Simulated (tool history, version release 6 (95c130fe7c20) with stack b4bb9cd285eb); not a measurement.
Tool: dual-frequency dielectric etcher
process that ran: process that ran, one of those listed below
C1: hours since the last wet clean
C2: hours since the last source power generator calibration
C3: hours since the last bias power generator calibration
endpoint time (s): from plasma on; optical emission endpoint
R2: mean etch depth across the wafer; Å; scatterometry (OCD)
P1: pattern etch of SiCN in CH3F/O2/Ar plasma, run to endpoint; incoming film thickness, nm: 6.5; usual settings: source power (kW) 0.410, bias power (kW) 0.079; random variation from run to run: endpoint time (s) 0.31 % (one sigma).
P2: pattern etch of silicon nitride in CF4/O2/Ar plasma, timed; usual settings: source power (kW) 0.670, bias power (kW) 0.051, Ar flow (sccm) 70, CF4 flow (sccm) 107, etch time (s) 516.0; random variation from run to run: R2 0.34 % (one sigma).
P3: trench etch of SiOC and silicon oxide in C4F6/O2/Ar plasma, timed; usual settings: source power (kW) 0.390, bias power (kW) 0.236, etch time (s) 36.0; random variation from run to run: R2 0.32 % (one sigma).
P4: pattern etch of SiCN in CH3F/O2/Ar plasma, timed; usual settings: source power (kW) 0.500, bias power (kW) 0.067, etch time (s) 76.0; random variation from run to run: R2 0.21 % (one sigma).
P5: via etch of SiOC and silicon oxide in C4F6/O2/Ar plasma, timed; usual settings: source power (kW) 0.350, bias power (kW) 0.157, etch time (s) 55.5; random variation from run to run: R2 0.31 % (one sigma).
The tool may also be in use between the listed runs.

run 1 hour=7.0 | process_that_ran=P1 source_power_(kW)=0.410 bias_power_(kW)=0.079 | C1=202.2 C2=1369.3 C3=2135.9 | endpoint_time_(s)=16.796
run 2 hour=13.7 | process_that_ran=P4 source_power_(kW)=0.500 bias_power_(kW)=0.067 etch_time_(s)=76.0 | C1=208.9 C2=1376.0 C3=2142.6 | R2=299.41
run 3 hour=23.7 | process_that_ran=P4 source_power_(kW)=0.500 bias_power_(kW)=0.041 etch_time_(s)=76.0 | C1=218.9 C2=1386.0 C3=2152.6 | R2=255.32
run 4 hour=34.0 | process_that_ran=P1 source_power_(kW)=0.410 bias_power_(kW)=0.079 | C1=229.2 C2=1396.3 C3=2162.9 | endpoint_time_(s)=16.819
run 5 hour=41.6 | process_that_ran=P1 source_power_(kW)=0.410 bias_power_(kW)=0.079 | C1=236.8 C2=1403.9 C3=2170.5 | endpoint_time_(s)=16.928
run 6 hour=50.9 | process_that_ran=P3 source_power_(kW)=0.290 bias_power_(kW)=0.236 etch_time_(s)=36.0 | C1=246.1 C2=1413.2 C3=2179.8 | R2=674.51
run 7 hour=61.6 | process_that_ran=P1 source_power_(kW)=0.410 bias_power_(kW)=0.079 | C1=256.8 C2=1423.9 C3=2190.5 | endpoint_time_(s)=16.868
run 8 hour=72.4 | process_that_ran=P1 source_power_(kW)=0.410 bias_power_(kW)=0.051 | C1=267.6 C2=1434.7 C3=2201.3 | endpoint_time_(s)=19.545
run 9 hour=82.0 | process_that_ran=P5 source_power_(kW)=0.350 bias_power_(kW)=0.096 etch_time_(s)=55.5 | C1=277.2 C2=1444.3 C3=2210.9 | R2=476.42
run 10 hour=91.4 | process_that_ran=P1 source_power_(kW)=0.530 bias_power_(kW)=0.057 | C1=286.6 C2=1453.7 C3=2220.3 | endpoint_time_(s)=17.060
run 11 hour=97.8 | process_that_ran=P3 source_power_(kW)=0.390 bias_power_(kW)=0.236 etch_time_(s)=20.5 | C1=293.0 C2=1460.1 C3=2226.7 | R2=435.05
run 12 hour=104.2 | process_that_ran=P5 source_power_(kW)=0.350 bias_power_(kW)=0.157 etch_time_(s)=55.5 | C1=299.4 C2=1466.5 C3=2233.1 | R2=548.06
run 13 hour=109.7 | process_that_ran=P2 source_power_(kW)=0.670 bias_power_(kW)=0.051 etch_time_(s)=516.0 Ar_flow_(sccm)=70 CF4_flow_(sccm)=66 | C1=304.9 C2=1472.0 C3=2238.6 | R2=12450.00
run 14 hour=116.5 | process_that_ran=P1 source_power_(kW)=0.410 bias_power_(kW)=0.112 | C1=311.7 C2=1478.8 C3=2245.4 | endpoint_time_(s)=14.793
run 15 hour=127.2 | process_that_ran=P5 source_power_(kW)=0.350 bias_power_(kW)=0.157 etch_time_(s)=31.0 | C1=322.4 C2=1489.5 C3=2256.1 | R2=307.39
run 16 hour=133.4 | process_that_ran=P2 source_power_(kW)=0.670 bias_power_(kW)=0.051 etch_time_(s)=297.5 Ar_flow_(sccm)=70 CF4_flow_(sccm)=107 | C1=328.6 C2=1495.7 C3=2262.3 | R2=7601.80
run 17 hour=142.7 | process_that_ran=P2 source_power_(kW)=0.670 bias_power_(kW)=0.051 etch_time_(s)=516.0 Ar_flow_(sccm)=91 CF4_flow_(sccm)=107 | C1=337.9 C2=1505.0 C3=2271.6 | R2=12790.00
run 18 hour=152.4 | process_that_ran=P5 source_power_(kW)=0.250 bias_power_(kW)=0.157 etch_time_(s)=55.5 | C1=347.6 C2=1514.7 C3=2281.3 | R2=487.34
run 19 hour=159.8 | process_that_ran=P3 source_power_(kW)=0.390 bias_power_(kW)=0.326 etch_time_(s)=36.0 | C1=355.0 C2=1522.1 C3=2288.7 | R2=851.42
run 20 hour=169.1 | process_that_ran=P1 source_power_(kW)=0.330 bias_power_(kW)=0.079 | C1=364.3 C2=1531.4 C3=2298.0 | endpoint_time_(s)=18.183
run 21 hour=178.6 | process_that_ran=P1 source_power_(kW)=0.520 bias_power_(kW)=0.079 | C1=373.8 C2=1540.9 C3=2307.5 | endpoint_time_(s)=15.431
run 22 hour=186.0 | process_that_ran=P4 source_power_(kW)=0.500 bias_power_(kW)=0.067 etch_time_(s)=76.0 | C1=381.2 C2=1548.3 C3=2314.9 | R2=299.05
-- hour=190.0 wet clean of the chamber
run 23 hour=191.6 | process_that_ran=P2 source_power_(kW)=0.670 bias_power_(kW)=0.072 etch_time_(s)=516.0 Ar_flow_(sccm)=70 CF4_flow_(sccm)=107 | C1=1.6 C2=1553.9 C3=2320.5 | R2=15045.00
run 24 hour=197.9 | process_that_ran=P2 source_power_(kW)=0.400 bias_power_(kW)=0.051 etch_time_(s)=516.0 Ar_flow_(sccm)=70 CF4_flow_(sccm)=107 | C1=7.9 C2=1560.2 C3=2326.8 | R2=8397.60
run 25 hour=205.7 | process_that_ran=P4 source_power_(kW)=0.500 bias_power_(kW)=0.067 etch_time_(s)=97.5 | C1=15.7 C2=1568.0 C3=2334.6 | R2=382.58
run 26 hour=211.3 | process_that_ran=P2 source_power_(kW)=0.670 bias_power_(kW)=0.051 etch_time_(s)=516.0 Ar_flow_(sccm)=70 CF4_flow_(sccm)=107 | C1=21.3 C2=1573.6 C3=2340.2 | R2=13213.00
run 27 hour=220.9 | process_that_ran=P3 source_power_(kW)=0.390 bias_power_(kW)=0.236 etch_time_(s)=36.0 | C1=30.9 C2=1583.2 C3=2349.8 | R2=756.09
run 28 hour=226.5 | process_that_ran=P1 source_power_(kW)=0.410 bias_power_(kW)=0.079 | C1=36.5 C2=1588.8 C3=2355.4 | endpoint_time_(s)=16.892
run 29 hour=236.2 | process_that_ran=P4 source_power_(kW)=0.360 bias_power_(kW)=0.067 etch_time_(s)=76.0 | C1=46.2 C2=1598.5 C3=2365.1 | R2=264.17
run 30 hour=243.1 | process_that_ran=P1 source_power_(kW)=0.410 bias_power_(kW)=0.079 | C1=53.1 C2=1605.4 C3=2372.0 | endpoint_time_(s)=16.832
run 31 hour=248.6 | process_that_ran=P1 source_power_(kW)=0.410 bias_power_(kW)=0.079 | C1=58.6 C2=1610.9 C3=2377.5 | endpoint_time_(s)=16.901
run 32 hour=255.4 | process_that_ran=P1 source_power_(kW)=0.410 bias_power_(kW)=0.079 | C1=65.4 C2=1617.7 C3=2384.3 | endpoint_time_(s)=16.891
run 33 hour=260.2 | process_that_ran=P1 source_power_(kW)=0.410 bias_power_(kW)=0.079 | C1=70.2 C2=1622.5 C3=2389.1 | endpoint_time_(s)=17.026
run 34 hour=270.2 | process_that_ran=P1 source_power_(kW)=0.410 bias_power_(kW)=0.079 | C1=80.2 C2=1632.5 C3=2399.1 | endpoint_time_(s)=17.086
run 35 hour=280.0 | process_that_ran=P1 source_power_(kW)=0.410 bias_power_(kW)=0.079 | C1=90.0 C2=1642.3 C3=2408.9 | endpoint_time_(s)=17.026
run 36 hour=288.6 | process_that_ran=P1 source_power_(kW)=0.410 bias_power_(kW)=0.079 | C1=98.6 C2=1650.9 C3=2417.5 | endpoint_time_(s)=17.141
-- hour=289.2 wet clean of the chamber
run 37 hour=297.3 | process_that_ran=P1 source_power_(kW)=0.410 bias_power_(kW)=0.079 | C1=8.2 C2=1659.6 C3=2426.2 | endpoint_time_(s)=17.160
run 38 hour=304.5 | process_that_ran=P1 source_power_(kW)=0.410 bias_power_(kW)=0.079 | C1=15.4 C2=1666.8 C3=2433.4 | endpoint_time_(s)=17.105
run 39 hour=311.6 | process_that_ran=P1 source_power_(kW)=0.410 bias_power_(kW)=0.079 | C1=22.5 C2=1673.9 C3=2440.5 | endpoint_time_(s)=17.243
run 40 hour=317.7 | process_that_ran=P1 source_power_(kW)=0.410 bias_power_(kW)=0.079 | C1=28.6 C2=1680.0 C3=2446.6 | endpoint_time_(s)=17.140
run 41 hour=326.3 | process_that_ran=P1 source_power_(kW)=0.410 bias_power_(kW)=0.079 | C1=37.2 C2=1688.6 C3=2455.2 | endpoint_time_(s)=17.133

What P1 gives has crept away from where it was. These 2 causes fit the log equally well, each at the size given:
A: bias power that arrives under what is set, % = 4.23
B: source power that arrives under what is set, % = 4.06
The creep began at about hour 243.1.
Why every other cause is out:
chamber walls in a state that lowers the etch rate, %: serviced at hour 289.2, which brought nothing back

4 check runs are offered, each on 2 wafers whose results are averaged, their results left as question marks. Which one tells the causes apart?
run check 1 hour=334.9 | process_that_ran=P3 source_power_(kW)=0.310 bias_power_(kW)=0.236 etch_time_(s)=36.0 | R2=?
run check 2 hour=334.9 | process_that_ran=P4 source_power_(kW)=0.500 bias_power_(kW)=0.047 etch_time_(s)=76.0 | R2=?
run check 3 hour=334.9 | process_that_ran=P5 source_power_(kW)=0.350 bias_power_(kW)=0.105 etch_time_(s)=41.0 | R2=?
run check 4 hour=334.9 | process_that_ran=P2 source_power_(kW)=0.670 bias_power_(kW)=0.069 etch_time_(s)=516.0 Ar_flow_(sccm)=70 CF4_flow_(sccm)=107 | R2=?

What each check would give under each cause:
check=check_1 result=R2 if_A=684.64 if_B=683.86
check=check_2 result=R2 if_A=262.17 if_B=261.45
check=check_3 result=R2 if_A=355.92 if_B=354.43
check=check_4 result=R2 if_A=14461.00 if_B=14173.00
How far apart the two closest causes lie, in the result that separates them most: check 1 0.11 %; check 2 0.28 %; check 3 0.42 %; check 4 2.01 %
Check 4 tells the causes apart: in the others they would give nearly the same result.

Then check 4 was run and gave: R2 14442.00 Å. Which cause is it?

It is A: bias power that arrives under what is set, %.
